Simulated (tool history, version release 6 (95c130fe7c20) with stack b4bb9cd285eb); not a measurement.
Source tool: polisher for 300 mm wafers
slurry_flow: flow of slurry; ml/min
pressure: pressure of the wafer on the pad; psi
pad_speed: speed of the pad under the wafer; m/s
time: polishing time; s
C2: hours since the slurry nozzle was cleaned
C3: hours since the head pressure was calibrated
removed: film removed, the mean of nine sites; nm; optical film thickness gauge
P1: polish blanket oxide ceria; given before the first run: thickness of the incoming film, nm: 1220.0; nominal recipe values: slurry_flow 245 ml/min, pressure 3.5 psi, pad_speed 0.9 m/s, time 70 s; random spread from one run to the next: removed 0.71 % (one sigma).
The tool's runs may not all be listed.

Run 1, hour 4.3: slurry_flow 245 ml/min, pressure 3.5 psi, pad_speed 0.9 m/s, time 70 s; wafers polished on this pad 208; C2 129.4; C3 328.9. Result: removed 261.45 nm.
Run 2, hour 7.9: slurry_flow 310 ml/min, pressure 3.5 psi, pad_speed 0.9 m/s, time 70 s; wafers polished on this pad 236; C2 133; C3 332.5. Result: removed 266.89 nm.
Run 3, hour 11.9: slurry_flow 245 ml/min, pressure 3.5 psi, pad_speed 0.9 m/s, time 70 s; wafers polished on this pad 266; C2 137; C3 336.5. Result: removed 263.51 nm.
Run 4, hour 16.6: slurry_flow 145 ml/min, pressure 3.5 psi, pad_speed 0.9 m/s, time 70 s; wafers polished on this pad 302; C2 141.7; C3 341.2. Result: removed 244.54 nm.
Run 5, hour 22.2: slurry_flow 245 ml/min, pressure 2.2 psi, pad_speed 1.36 m/s, time 70 s; wafers polished on this pad 344; C2 147.3; C3 346.8. Result: removed 246.28 nm.
Run 6, hour 26.4: slurry_flow 245 ml/min, pressure 3.5 psi, pad_speed 0.9 m/s, time 70 s; wafers polished on this pad 376; C2 151.5; C3 351. Result: removed 261 nm.
Run 7, hour 31.4: slurry_flow 245 ml/min, pressure 3.5 psi, pad_speed 0.9 m/s, time 32 s; wafers polished on this pad 414; C2 156.5; C3 356. Result: removed 118.94 nm.
Run 8, hour 37.2: slurry_flow 245 ml/min, pressure 3.5 psi, pad_speed 0.9 m/s, time 70 s; wafers polished on this pad 458; C2 162.3; C3 361.8. Result: removed 262.48 nm.
Run 9, hour 41.6: slurry_flow 245 ml/min, pressure 3.5 psi, pad_speed 0.9 m/s, time 70 s; wafers polished on this pad 492; C2 166.7; C3 366.2. Result: removed 264.14 nm.
Run 10, hour 46.7: slurry_flow 245 ml/min, pressure 3.5 psi, pad_speed 0.9 m/s, time 109 s; wafers polished on this pad 530; C2 171.8; C3 371.3. Result: removed 408.73 nm.
Run 11, hour 53.4: slurry_flow 245 ml/min, pressure 3.5 psi, pad_speed 0.9 m/s, time 70 s; wafers polished on this pad 581; C2 178.5; C3 378. Result: removed 262.75 nm.
Run 12, hour 58.1: slurry_flow 245 ml/min, pressure 3.5 psi, pad_speed 0.9 m/s, time 70 s; wafers polished on this pad 617; C2 183.2; C3 382.7. Result: removed 266.22 nm.
Run 13, hour 64.6: slurry_flow 245 ml/min, pressure 3.5 psi, pad_speed 1.32 m/s, time 70 s; wafers polished on this pad 666; C2 189.7; C3 389.2. Result: removed 386.05 nm.
Run 14, hour 68.4: slurry_flow 245 ml/min, pressure 2.1 psi, pad_speed 0.9 m/s, time 70 s; wafers polished on this pad 695; C2 193.5; C3 393. Result: removed 156.12 nm.
Run 15, hour 75.4: slurry_flow 330 ml/min, pressure 3.5 psi, pad_speed 0.46 m/s, time 70 s; wafers polished on this pad 748; C2 200.5; C3 400. Result: removed 138.67 nm.
Run 16, hour 82.4: slurry_flow 245 ml/min, pressure 5.1 psi, pad_speed 0.9 m/s, time 70 s; wafers polished on this pad 802; C2 207.5; C3 407. Result: removed 383.43 nm.
Run 17, hour 85.8: slurry_flow 245 ml/min, pressure 3.5 psi, pad_speed 0.4 m/s, time 70 s; wafers polished on this pad 827; C2 210.9; C3 410.4. Result: removed 116.32 nm.
Run 18, hour 92: slurry_flow 245 ml/min, pressure 3.5 psi, pad_speed 0.9 m/s, time 70 s; wafers polished on this pad 874; C2 217.1; C3 416.6. Result: removed 259.85 nm.
Run 19, hour 95.6: slurry_flow 245 ml/min, pressure 3.5 psi, pad_speed 0.9 m/s, time 70 s; wafers polished on this pad 902; C2 220.7; C3 420.2. Result: removed 258.63 nm.
Run 20, hour 102.2: slurry_flow 245 ml/min, pressure 3.5 psi, pad_speed 0.9 m/s, time 70 s; wafers polished on this pad 952; C2 227.3; C3 426.8. Result: removed 254.7 nm.
At hour 105.5: head pressure recalibrated.
Run 21, hour 106.5: slurry_flow 245 ml/min, pressure 3.5 psi, pad_speed 0.9 m/s, time 70 s; wafers polished on this pad 985; C2 231.6; C3 1.1. Result: removed 251.01 nm.
Run 22, hour 111.1: slurry_flow 245 ml/min, pressure 3.5 psi, pad_speed 0.9 m/s, time 70 s; wafers polished on this pad 1020; C2 236.2; C3 5.7. Result: removed 252.35 nm.
Run 23, hour 114.4: slurry_flow 245 ml/min, pressure 3.5 psi, pad_speed 0.9 m/s, time 70 s; wafers polished on this pad 1045; C2 239.5; C3 9. Result: removed 251.15 nm.
Run 24, hour 121.5: slurry_flow 245 ml/min, pressure 3.5 psi, pad_speed 0.9 m/s, time 70 s; wafers polished on this pad 1099; C2 246.6; C3 16.1. Result: removed 251.04 nm.
Run 25, hour 128.8: slurry_flow 245 ml/min, pressure 3.5 psi, pad_speed 0.9 m/s, time 70 s; wafers polished on this pad 1154; C2 253.9; C3 23.4. Result: removed 249.07 nm.

P1 no longer gives what it gave before; its output has crept away from where it was. The following 2 causes, each at its listed size, fit the log equally well:
A: removal rate lost through wear of the pad, % = 4.45
B: slurry flow missing at the pad, % = 29.7
The creep began at about hour 92.
What rules out each remaining cause:
head's pressure below its setpoint, %: serviced at hour 105.5, after the change had begun; the process did not return to its earlier output

4 check runs are offered, each on 5 wafers whose results are averaged, their results left as question marks. Which one tells the causes apart?
Run check 1, hour 136.1: slurry_flow 145 ml/min, pressure 5 psi, pad_speed 0.9 m/s, time 70 s. Result: removed ?.
Run check 2, hour 136.1: slurry_flow 245 ml/min, pressure 4.9 psi, pad_speed 1.3 m/s, time 70 s. Result: removed ?.
Run check 3, hour 136.1: slurry_flow 245 ml/min, pressure 2.3 psi, pad_speed 0.9 m/s, time 104 s. Result: removed ?.
Run check 4, hour 136.1: slurry_flow 245 ml/min, pressure 3.5 psi, pad_speed 0.42 m/s, time 40 s. Result: removed ?.

Outcome of each check run for each possible cause:
  check   result    if A    if B
check 1  removed  331.87  322.59
check 2  removed   505.8  505.79
check 3  removed   244.2   244.2
check 4  removed  66.699  66.698
Gap, in per cent, between the two causes that each check separates least, read from the result that separates them most: check 1 2.84 %; check 2 0 %; check 3 0 %; check 4 0 %
The other checks would show nearly matching results whichever cause is true, so check 1 is the only one that separates the causes.

Then check 1 was run and gave: removed 323.04 nm. Which cause is it?

It is B: slurry flow missing at the pad, %.

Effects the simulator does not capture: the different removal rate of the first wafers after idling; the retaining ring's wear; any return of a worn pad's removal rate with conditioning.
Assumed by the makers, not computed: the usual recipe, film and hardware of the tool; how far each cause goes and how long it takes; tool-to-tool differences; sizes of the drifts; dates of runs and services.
